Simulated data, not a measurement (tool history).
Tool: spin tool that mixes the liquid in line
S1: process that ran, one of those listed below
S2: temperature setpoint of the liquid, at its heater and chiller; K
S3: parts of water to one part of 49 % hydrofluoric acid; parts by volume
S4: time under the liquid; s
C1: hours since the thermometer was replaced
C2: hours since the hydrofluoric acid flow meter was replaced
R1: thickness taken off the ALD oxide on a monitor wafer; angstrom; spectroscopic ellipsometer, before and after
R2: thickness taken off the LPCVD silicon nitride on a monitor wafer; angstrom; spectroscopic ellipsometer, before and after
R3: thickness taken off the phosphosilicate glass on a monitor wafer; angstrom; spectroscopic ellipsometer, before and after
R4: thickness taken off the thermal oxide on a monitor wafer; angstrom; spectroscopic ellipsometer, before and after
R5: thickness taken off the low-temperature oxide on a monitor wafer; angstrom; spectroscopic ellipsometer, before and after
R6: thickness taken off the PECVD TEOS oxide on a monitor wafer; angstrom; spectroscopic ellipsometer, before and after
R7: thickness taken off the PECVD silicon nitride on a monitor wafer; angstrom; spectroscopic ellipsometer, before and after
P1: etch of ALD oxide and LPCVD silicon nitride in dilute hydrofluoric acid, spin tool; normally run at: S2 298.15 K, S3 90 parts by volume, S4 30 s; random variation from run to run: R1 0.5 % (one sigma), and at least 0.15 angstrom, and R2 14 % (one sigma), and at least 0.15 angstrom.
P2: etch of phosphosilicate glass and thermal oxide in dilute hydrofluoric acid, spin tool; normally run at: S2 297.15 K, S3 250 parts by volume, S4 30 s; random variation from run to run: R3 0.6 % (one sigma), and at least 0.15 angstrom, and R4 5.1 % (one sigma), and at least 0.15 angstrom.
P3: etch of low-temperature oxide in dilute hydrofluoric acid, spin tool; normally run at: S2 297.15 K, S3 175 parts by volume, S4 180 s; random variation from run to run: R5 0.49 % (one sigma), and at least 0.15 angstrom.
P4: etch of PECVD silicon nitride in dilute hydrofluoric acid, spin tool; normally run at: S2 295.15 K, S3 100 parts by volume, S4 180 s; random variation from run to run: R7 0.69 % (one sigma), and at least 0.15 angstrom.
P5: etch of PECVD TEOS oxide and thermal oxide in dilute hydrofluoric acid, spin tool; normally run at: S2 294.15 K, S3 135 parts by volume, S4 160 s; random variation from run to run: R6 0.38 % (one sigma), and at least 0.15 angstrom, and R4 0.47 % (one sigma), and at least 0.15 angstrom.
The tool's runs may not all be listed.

run 1 day=0.183 | S1=P1 S2=298.15 S3=90 S4=30 | C1=935.9 C2=492.9 | R1=100.080 R2=1.73660
run 2 day=0.367 | S1=P2 S2=297.15 S3=145 S4=30 | C1=940.3 C2=497.3 | R3=121.000 R4=9.6222
run 3 day=0.583 | S1=P1 S2=298.15 S3=90 S4=15 | C1=945.5 C2=502.5 | R1=49.825 R2=0.53047
run 4 day=0.904 | S1=P2 S2=297.15 S3=250 S4=55 | C1=953.2 C2=510.2 | R3=115.240 R4=9.2220
run 5 day=1.221 | S1=P3 S2=297.15 S3=175 S4=330 | C1=960.8 C2=517.8 | R5=322.82
-- day=1.400 thermometer replaced
run 6 day=1.575 | S1=P1 S2=298.15 S3=90 S4=50 | C1=4.3 C2=526.3 | R1=167.590 R2=3.37470
run 7 day=1.875 | S1=P1 S2=298.15 S3=35 S4=30 | C1=11.5 C2=533.5 | R1=274.290 R2=5.65780
run 8 day=2.204 | S1=P5 S2=294.15 S3=135 S4=235 | C1=19.4 C2=541.4 | R4=70.0390 R6=185.060
run 9 day=2.538 | S1=P3 S2=297.15 S3=175 S4=180 | C1=27.4 C2=549.4 | R5=176.07
run 10 day=2.729 | S1=P4 S2=295.15 S3=100 S4=180 | C1=32.0 C2=554.0 | R7=33.546
run 11 day=2.933 | S1=P1 S2=298.15 S3=50 S4=15 | C1=36.9 C2=558.9 | R1=94.872 R2=1.99080
run 12 day=3.142 | S1=P1 S2=298.15 S3=40 S4=45 | C1=41.9 C2=563.9 | R1=360.200 R2=5.84770
run 13 day=3.379 | S1=P5 S2=294.15 S3=235 S4=160 | C1=47.6 C2=569.6 | R4=24.7520 R6=65.605
run 14 day=3.558 | S1=P1 S2=298.15 S3=90 S4=30 | C1=51.9 C2=573.9 | R1=99.584 R2=1.80150
run 15 day=3.812 | S1=P4 S2=295.15 S3=100 S4=180 | C1=58.0 C2=580.0 | R7=33.585
run 16 day=4.150 | S1=P4 S2=300.15 S3=100 S4=180 | C1=66.1 C2=588.1 | R7=46.731
run 17 day=4.438 | S1=P4 S2=295.15 S3=60 S4=180 | C1=73.0 C2=595.0 | R7=55.728
run 18 day=4.638 | S1=P5 S2=301.15 S3=135 S4=160 | C1=77.8 C2=599.8 | R4=62.0600 R6=165.750
run 19 day=4.988 | S1=P1 S2=293.65 S3=90 S4=15 | C1=86.2 C2=608.2 | R1=41.974 R2=0.82577
run 20 day=5.188 | S1=P2 S2=290.15 S3=250 S4=30 | C1=91.0 C2=613.0 | R3=47.326 R4=4.0531
run 21 day=5.358 | S1=P3 S2=297.15 S3=175 S4=180 | C1=95.1 C2=617.1 | R5=175.68
run 22 day=5.533 | S1=P1 S2=298.15 S3=160 S4=30 | C1=99.3 C2=621.3 | R1=51.735 R2=0.95774
run 23 day=5.704 | S1=P1 S2=298.15 S3=90 S4=30 | C1=103.4 C2=625.4 | R1=100.550 R2=2.02900
run 24 day=6.025 | S1=P1 S2=302.15 S3=90 S4=30 | C1=111.1 C2=633.1 | R1=115.640 R2=2.71410
run 25 day=6.221 | S1=P5 S2=294.15 S3=135 S4=160 | C1=115.8 C2=637.8 | R4=47.5580 R6=125.820
run 26 day=6.512 | S1=P1 S2=298.15 S3=90 S4=30 | C1=122.8 C2=644.8 | R1=100.530 R2=1.83580
run 27 day=6.667 | S1=P1 S2=298.15 S3=90 S4=30 | C1=126.5 C2=648.5 | R1=100.390 R2=1.49310
run 28 day=7.008 | S1=P3 S2=297.15 S3=55 S4=180 | C1=134.7 C2=656.7 | R5=642.25
run 29 day=7.296 | S1=P1 S2=298.15 S3=90 S4=30 | C1=141.6 C2=663.6 | R1=100.960 R2=1.99130
run 30 day=7.575 | S1=P4 S2=295.15 S3=100 S4=90 | C1=148.3 C2=670.3 | R7=16.913
run 31 day=7.904 | S1=P2 S2=297.15 S3=250 S4=30 | C1=156.2 C2=678.2 | R3=62.165 R4=5.2489
run 32 day=8.192 | S1=P3 S2=301.65 S3=175 S4=180 | C1=163.1 C2=685.1 | R5=207.94
run 33 day=8.400 | S1=P1 S2=291.65 S3=90 S4=30 | C1=168.1 C2=690.1 | R1=77.104 R2=1.18530
run 34 day=8.596 | S1=P1 S2=298.15 S3=90 S4=30 | C1=172.8 C2=694.8 | R1=100.540 R2=2.06220
run 35 day=8.783 | S1=P1 S2=298.15 S3=90 S4=30 | C1=177.3 C2=699.3 | R1=97.026 R2=2.06950
run 36 day=8.938 | S1=P1 S2=298.15 S3=90 S4=30 | C1=181.0 C2=703.0 | R1=96.555 R2=2.23070
run 37 day=9.167 | S1=P1 S2=298.15 S3=90 S4=30 | C1=186.5 C2=708.5 | R1=95.331 R2=1.89920
run 38 day=9.512 | S1=P1 S2=298.15 S3=90 S4=30 | C1=194.8 C2=716.8 | R1=93.821 R2=1.57800
run 39 day=9.683 | S1=P1 S2=298.15 S3=90 S4=30 | C1=198.9 C2=720.9 | R1=94.622 R2=1.91130
run 40 day=9.912 | S1=P1 S2=298.15 S3=90 S4=30 | C1=204.4 C2=726.4 | R1=93.066 R2=1.74860
run 41 day=10.175 | S1=P1 S2=298.15 S3=90 S4=30 | C1=210.7 C2=732.7 | R1=93.312 R2=1.57240
run 42 day=10.438 | S1=P1 S2=298.15 S3=90 S4=30 | C1=217.0 C2=739.0 | R1=94.444 R2=2.13020

What P1 gives has crept away from where it was. These 2 causes fit the log equally well, each at the size given:
A: liquid colder than its thermometer reads (K) = 1.7
B: hydrofluoric acid flow below the setpoint (%) = 5.86
The creep began at about day 8.596.

4 check runs are offered, each on 2 wafers whose results are averaged, their results left as question marks. Which one tells the causes apart?
run check 1 day=10.700 | S1=P2 S2=290.15 S3=150 S4=30 | R3=? R4=?
run check 2 day=10.700 | S1=P5 S2=300.15 S3=135 S4=160 | R4=? R6=?
run check 3 day=10.700 | S1=P4 S2=299.15 S3=100 S4=180 | R7=?
run check 4 day=10.700 | S1=P3 S2=297.15 S3=110 S4=180 | R5=?

What each check would give under each cause:
check=check_1 result=R3 if_A=81.319 if_B=81.389
check=check_1 result=R4 if_A=6.6641 if_B=6.6699
check=check_2 result=R4 if_A=56.4110 if_B=56.0450
check=check_2 result=R6 if_A=149.700 if_B=148.730
check=check_3 result=R7 if_A=39.254 if_B=41.309
check=check_4 result=R5 if_A=281.42 if_B=281.07
How far apart the two closest causes lie, in the result that separates them most: check 1 0.09 %; check 2 0.65 %; check 3 5.1 %; check 4 0.13 %
Only check 3 tells the causes apart: in the others they would give nearly the same result.

Then check 3 was run and gave: R7 39.138 angstrom. Which cause is it?

It is A: liquid colder than its thermometer reads (K).
